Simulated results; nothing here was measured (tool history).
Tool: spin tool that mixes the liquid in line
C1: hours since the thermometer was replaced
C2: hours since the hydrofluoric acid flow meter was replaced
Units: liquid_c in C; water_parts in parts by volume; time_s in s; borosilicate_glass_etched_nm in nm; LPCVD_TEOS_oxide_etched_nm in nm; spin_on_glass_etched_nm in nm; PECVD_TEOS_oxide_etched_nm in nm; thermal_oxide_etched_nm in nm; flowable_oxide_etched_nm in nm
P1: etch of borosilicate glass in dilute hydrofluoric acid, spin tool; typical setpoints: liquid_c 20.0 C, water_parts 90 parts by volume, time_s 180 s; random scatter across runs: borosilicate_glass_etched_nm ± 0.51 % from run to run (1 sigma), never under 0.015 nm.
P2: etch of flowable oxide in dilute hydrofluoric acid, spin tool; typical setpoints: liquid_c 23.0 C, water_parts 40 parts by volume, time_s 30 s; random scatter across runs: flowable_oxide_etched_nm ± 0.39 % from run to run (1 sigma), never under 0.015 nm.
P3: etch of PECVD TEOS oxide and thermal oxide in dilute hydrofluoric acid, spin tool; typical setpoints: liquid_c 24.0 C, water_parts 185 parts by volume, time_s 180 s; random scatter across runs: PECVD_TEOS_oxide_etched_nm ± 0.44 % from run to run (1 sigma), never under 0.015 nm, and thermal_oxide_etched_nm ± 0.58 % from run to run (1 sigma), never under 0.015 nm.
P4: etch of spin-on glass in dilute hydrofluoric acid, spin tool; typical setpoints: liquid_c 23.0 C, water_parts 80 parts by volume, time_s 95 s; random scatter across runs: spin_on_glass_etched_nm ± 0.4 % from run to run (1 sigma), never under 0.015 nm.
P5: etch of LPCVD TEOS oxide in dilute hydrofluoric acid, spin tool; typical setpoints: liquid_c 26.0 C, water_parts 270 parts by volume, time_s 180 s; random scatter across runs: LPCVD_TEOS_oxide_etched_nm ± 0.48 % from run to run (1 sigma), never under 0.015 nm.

{"run": 1, "hour": 5.6, "process": "P1", "liquid_c": 20.0, "water_parts": 90, "time_s": 180, "C1": 565.7, "C2": 62.9, "borosilicate_glass_etched_nm": 37.582}
{"run": 2, "hour": 13.1, "process": "P5", "liquid_c": 26.0, "water_parts": 270, "time_s": 180, "C1": 573.2, "C2": 70.4, "LPCVD_TEOS_oxide_etched_nm": 17.638}
{"run": 3, "hour": 18.7, "process": "P5", "liquid_c": 26.0, "water_parts": 400, "time_s": 180, "C1": 578.8, "C2": 76.0, "LPCVD_TEOS_oxide_etched_nm": 10.545}
{"run": 4, "hour": 28.2, "process": "P4", "liquid_c": 23.0, "water_parts": 80, "time_s": 95, "C1": 588.3, "C2": 85.5, "spin_on_glass_etched_nm": 44.276}
{"run": 5, "hour": 34.3, "process": "P3", "liquid_c": 24.0, "water_parts": 65, "time_s": 180, "C1": 594.4, "C2": 91.6, "PECVD_TEOS_oxide_etched_nm": 42.891, "thermal_oxide_etched_nm": 13.224}
{"run": 6, "hour": 43.9, "process": "P3", "liquid_c": 24.0, "water_parts": 185, "time_s": 330, "C1": 604.0, "C2": 101.2, "PECVD_TEOS_oxide_etched_nm": 24.007, "thermal_oxide_etched_nm": 7.3943}
{"run": 7, "hour": 52.9, "process": "P4", "liquid_c": 19.0, "water_parts": 80, "time_s": 95, "C1": 613.0, "C2": 110.2, "spin_on_glass_etched_nm": 37.307}
{"run": 8, "hour": 57.6, "process": "P4", "liquid_c": 23.0, "water_parts": 80, "time_s": 95, "C1": 617.7, "C2": 114.9, "spin_on_glass_etched_nm": 43.833}
{"run": 9, "hour": 67.6, "process": "P1", "liquid_c": 20.0, "water_parts": 90, "time_s": 350, "C1": 627.7, "C2": 124.9, "borosilicate_glass_etched_nm": 73.485}
{"run": 10, "hour": 74.1, "process": "P2", "liquid_c": 23.0, "water_parts": 60, "time_s": 30, "C1": 634.2, "C2": 131.4, "flowable_oxide_etched_nm": 30.151}
{"run": 11, "hour": 80.8, "process": "P1", "liquid_c": 20.0, "water_parts": 25, "time_s": 75, "C1": 640.9, "C2": 138.1, "borosilicate_glass_etched_nm": 60.861}
{"run": 12, "hour": 86.6, "process": "P5", "liquid_c": 26.0, "water_parts": 270, "time_s": 65, "C1": 646.7, "C2": 143.9, "LPCVD_TEOS_oxide_etched_nm": 6.4116}
{"hour": 90.1, "done": "hydrofluoric acid flow meter replaced"}
{"run": 13, "hour": 95.9, "process": "P3", "liquid_c": 24.0, "water_parts": 185, "time_s": 180, "C1": 656.0, "C2": 5.9, "PECVD_TEOS_oxide_etched_nm": 12.991, "thermal_oxide_etched_nm": 4.0093}
{"run": 14, "hour": 104.7, "process": "P3", "liquid_c": 24.0, "water_parts": 185, "time_s": 180, "C1": 664.8, "C2": 14.7, "PECVD_TEOS_oxide_etched_nm": 13.1, "thermal_oxide_etched_nm": 3.9976}
{"run": 15, "hour": 109.5, "process": "P1", "liquid_c": 20.0, "water_parts": 90, "time_s": 180, "C1": 669.6, "C2": 19.5, "borosilicate_glass_etched_nm": 37.661}
{"run": 16, "hour": 114.8, "process": "P1", "liquid_c": 20.0, "water_parts": 90, "time_s": 180, "C1": 674.9, "C2": 24.8, "borosilicate_glass_etched_nm": 37.413}
{"run": 17, "hour": 121.2, "process": "P2", "liquid_c": 23.0, "water_parts": 40, "time_s": 60, "C1": 681.3, "C2": 31.2, "flowable_oxide_etched_nm": 93.04}
{"run": 18, "hour": 126.0, "process": "P3", "liquid_c": 31.5, "water_parts": 185, "time_s": 180, "C1": 686.1, "C2": 36.0, "PECVD_TEOS_oxide_etched_nm": 16.937, "thermal_oxide_etched_nm": 5.228}
{"run": 19, "hour": 135.5, "process": "P1", "liquid_c": 20.0, "water_parts": 90, "time_s": 25, "C1": 695.6, "C2": 45.5, "borosilicate_glass_etched_nm": 5.1919}
{"run": 20, "hour": 144.1, "process": "P5", "liquid_c": 26.0, "water_parts": 270, "time_s": 180, "C1": 704.2, "C2": 54.1, "LPCVD_TEOS_oxide_etched_nm": 17.585}
{"run": 21, "hour": 154.0, "process": "P1", "liquid_c": 20.0, "water_parts": 30, "time_s": 180, "C1": 714.1, "C2": 64.0, "borosilicate_glass_etched_nm": 120.58}
{"run": 22, "hour": 161.4, "process": "P1", "liquid_c": 20.0, "water_parts": 160, "time_s": 180, "C1": 721.5, "C2": 71.4, "borosilicate_glass_etched_nm": 19.545}
{"run": 23, "hour": 170.2, "process": "P1", "liquid_c": 24.0, "water_parts": 90, "time_s": 180, "C1": 730.3, "C2": 80.2, "borosilicate_glass_etched_nm": 44.446}
{"run": 24, "hour": 177.5, "process": "P4", "liquid_c": 23.0, "water_parts": 115, "time_s": 95, "C1": 737.6, "C2": 87.5, "spin_on_glass_etched_nm": 29.396}
{"run": 25, "hour": 184.7, "process": "P4", "liquid_c": 23.0, "water_parts": 80, "time_s": 15, "C1": 744.8, "C2": 94.7, "spin_on_glass_etched_nm": 6.9173}
{"run": 26, "hour": 194.1, "process": "P5", "liquid_c": 32.0, "water_parts": 270, "time_s": 180, "C1": 754.2, "C2": 104.1, "LPCVD_TEOS_oxide_etched_nm": 21.494}
{"run": 27, "hour": 200.6, "process": "P2", "liquid_c": 30.5, "water_parts": 40, "time_s": 30, "C1": 760.7, "C2": 110.6, "flowable_oxide_etched_nm": 63.264}
{"run": 28, "hour": 207.8, "process": "P1", "liquid_c": 20.0, "water_parts": 90, "time_s": 180, "C1": 767.9, "C2": 117.8, "borosilicate_glass_etched_nm": 37.282}
{"run": 29, "hour": 212.7, "process": "P2", "liquid_c": 23.0, "water_parts": 40, "time_s": 30, "C1": 772.8, "C2": 122.7, "flowable_oxide_etched_nm": 46.444}
{"run": 30, "hour": 219.4, "process": "P1", "liquid_c": 17.0, "water_parts": 90, "time_s": 180, "C1": 779.5, "C2": 129.4, "borosilicate_glass_etched_nm": 32.952}
{"run": 31, "hour": 225.5, "process": "P1", "liquid_c": 20.0, "water_parts": 90, "time_s": 180, "C1": 785.6, "C2": 135.5, "borosilicate_glass_etched_nm": 37.417}
{"run": 32, "hour": 233.7, "process": "P1", "liquid_c": 20.0, "water_parts": 90, "time_s": 180, "C1": 793.8, "C2": 143.7, "borosilicate_glass_etched_nm": 37.403}
{"run": 33, "hour": 243.0, "process": "P1", "liquid_c": 20.0, "water_parts": 90, "time_s": 180, "C1": 803.1, "C2": 153.0, "borosilicate_glass_etched_nm": 36.179}
{"run": 34, "hour": 250.3, "process": "P1", "liquid_c": 20.0, "water_parts": 90, "time_s": 180, "C1": 810.4, "C2": 160.3, "borosilicate_glass_etched_nm": 35.212}
{"run": 35, "hour": 260.0, "process": "P1", "liquid_c": 20.0, "water_parts": 90, "time_s": 180, "C1": 820.1, "C2": 170.0, "borosilicate_glass_etched_nm": 35.069}
{"run": 36, "hour": 266.9, "process": "P1", "liquid_c": 20.0, "water_parts": 90, "time_s": 180, "C1": 827.0, "C2": 176.9, "borosilicate_glass_etched_nm": 34.607}
{"run": 37, "hour": 272.8, "process": "P1", "liquid_c": 20.0, "water_parts": 90, "time_s": 180, "C1": 832.9, "C2": 182.8, "borosilicate_glass_etched_nm": 34.43}
{"run": 38, "hour": 280.0, "process": "P1", "liquid_c": 20.0, "water_parts": 90, "time_s": 180, "C1": 840.1, "C2": 190.0, "borosilicate_glass_etched_nm": 33.987}
{"run": 39, "hour": 288.3, "process": "P1", "liquid_c": 20.0, "water_parts": 90, "time_s": 180, "C1": 848.4, "C2": 198.3, "borosilicate_glass_etched_nm": 34.626}
{"run": 40, "hour": 298.1, "process": "P1", "liquid_c": 20.0, "water_parts": 90, "time_s": 180, "C1": 858.2, "C2": 208.1, "borosilicate_glass_etched_nm": 34.159}
{"run": 41, "hour": 306.6, "process": "P1", "liquid_c": 20.0, "water_parts": 90, "time_s": 180, "C1": 866.7, "C2": 216.6, "borosilicate_glass_etched_nm": 34.128}

P1 has crept away from where it was. The log is fitted equally well by each of these 2 causes, at the sizes shown:
A: hydrofluoric acid flow below the setpoint (%) = 8.05
B: liquid colder than its thermometer reads (K) = 2.23
The drift started at roughly hour 233.7.

Which of the check runs below tells the causes apart, meaning the causes would give it clearly different results? Each run uses 2 wafers whose results are averaged, and each result is shown as a question mark.
{"run": "check 1", "hour": 315.1, "process": "P5", "liquid_c": 26.0, "water_parts": 270, "time_s": 105, "LPCVD_TEOS_oxide_etched_nm": "?"}
{"run": "check 2", "hour": 315.1, "process": "P2", "liquid_c": 29.5, "water_parts": 40, "time_s": 55, "flowable_oxide_etched_nm": "?"}
{"run": "check 3", "hour": 315.1, "process": "P4", "liquid_c": 20.0, "water_parts": 80, "time_s": 25, "spin_on_glass_etched_nm": "?"}
{"run": "check 4", "hour": 315.1, "process": "P3", "liquid_c": 24.0, "water_parts": 80, "time_s": 295, "PECVD_TEOS_oxide_etched_nm": "?", "thermal_oxide_etched_nm": "?"}

If the cause were each of the candidates in turn, the checks would give the following:
check=check_1 result=LPCVD_TEOS_oxide_etched_nm if_A=9.2434 if_B=9.5278
check=check_2 result=flowable_oxide_etched_nm if_A=101.840 if_B=101.820
check=check_3 result=spin_on_glass_etched_nm if_A=9.3268 if_B=9.3102
check=check_4 result=PECVD_TEOS_oxide_etched_nm if_A=51.057 if_B=51.168
check=check_4 result=thermal_oxide_etched_nm if_A=15.7240 if_B=15.7580
Minimum pairwise separation of causes per check, each pair taken at its best-separating result: check 1 3.03 %; check 2 0.02 %; check 3 0.18 %; check 4 0.22 %
The causes can be told apart only by check 1. The other checks would give nearly the same results under each of them.

After running check 1, the following was obtained: LPCVD_TEOS_oxide_etched_nm 9.2735 nm. Which cause does this point to?

It is A: hydrofluoric acid flow below the setpoint (%).

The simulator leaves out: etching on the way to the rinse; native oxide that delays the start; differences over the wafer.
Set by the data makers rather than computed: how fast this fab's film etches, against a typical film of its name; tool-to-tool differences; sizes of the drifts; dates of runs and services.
